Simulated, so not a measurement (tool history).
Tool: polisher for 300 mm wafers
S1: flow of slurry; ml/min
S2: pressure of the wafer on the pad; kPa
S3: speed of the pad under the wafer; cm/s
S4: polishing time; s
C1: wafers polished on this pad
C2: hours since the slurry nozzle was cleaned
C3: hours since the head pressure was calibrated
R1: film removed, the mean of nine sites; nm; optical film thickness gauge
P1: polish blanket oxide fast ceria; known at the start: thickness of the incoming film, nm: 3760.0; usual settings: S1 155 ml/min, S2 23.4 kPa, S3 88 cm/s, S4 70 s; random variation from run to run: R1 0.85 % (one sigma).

run	hour	S1	S2	S3	S4	C1	C2	C3	R1
1	2.3	155	23.4	88	70	558	425.8	594	995.32
2	5.5	155	13.1	88	70	583	429	597.2	560.5
3	8.1	155	23.4	88	70	603	431.6	599.8	1021.6
4	12.6	105	23.4	88	88	638	436.1	604.3	1160.8
5	15.1	155	23.4	120	70	658	438.6	606.8	1359.8
6	19.4	155	23.4	88	70	691	442.9	611.1	1006
7	21.8	245	23.4	88	70	710	445.3	613.5	1061.4
8	25.8	155	34.5	88	70	741	449.3	617.5	1482.6
# hour 27.5: head pressure recalibrated
9	28.6	95	23.4	88	70	763	452.1	1.1	910.69
10	32.6	155	23.4	88	70	794	456.1	5.1	989.05
11	35.5	155	23.4	88	43	817	459	8	615.41
12	37.5	155	23.4	108	98	832	461	10	1723.7
13	40.2	155	23.4	40	70	853	463.7	12.7	454.69
14	44.1	230	23.4	122	70	883	467.6	16.6	1487.9
15	48	155	23.4	88	70	914	471.5	20.5	1007.6
16	50	155	23.4	88	70	929	473.5	22.5	1000.4
17	52.1	155	23.4	88	99	946	475.6	24.6	1427.8
18	55.7	155	23.4	88	70	974	479.2	28.2	997.28
19	58.9	155	23.4	88	70	999	482.4	31.4	979.62
20	62.3	155	23.4	88	70	1025	485.8	34.8	965.59
21	65.8	155	23.4	88	70	1052	489.3	38.3	961.61
22	69.8	155	23.4	88	70	1084	493.3	42.3	939.23
23	71.9	155	23.4	88	70	1100	495.4	44.4	936.9
# hour 72.8: worn pad replaced by a new one
24	75.3	155	23.4	88	70	19	498.8	47.8	945.08
25	79.1	155	23.4	88	70	49	502.6	51.6	930.79
26	82.3	155	23.4	88	70	74	505.8	54.8	938.98

What P1 gives has crept away from where it was. These 2 causes fit the log equally well, each at the size given:
A: head's pressure below its setpoint, % = 7.27
B: slurry flow missing at the pad, % = 31.2
The creep began at about hour 55.7.
Why every other cause is out:
removal rate lost through wear of the pad, %: serviced at hour 72.8, which brought nothing back

4 check runs are offered, each on 3 wafers whose results are averaged, their results left as question marks. Which one tells the causes apart?
check 1	85.5	155	17.2	110	70				?
check 2	85.5	155	23.4	42	93				?
check 3	85.5	155	13.1	88	70				?
check 4	85.5	95	23.4	88	44				?

What each check would give under each cause:
check	result	if A	if B
check 1	R1	857.35	857.41
check 2	R1	591.48	591.52
check 3	R1	521.27	521.3
check 4	R1	528.24	507.27
How far apart the two closest causes lie, in the result that separates them most: check 1 0.01 %; check 2 0.01 %; check 3 0.01 %; check 4 4.05 %
Only check 4 tells the causes apart: in the others they would give nearly the same result.

Check 4 was then run and gave: R1 530.53 nm. Which cause is it?

It is A: head's pressure below its setpoint, %.
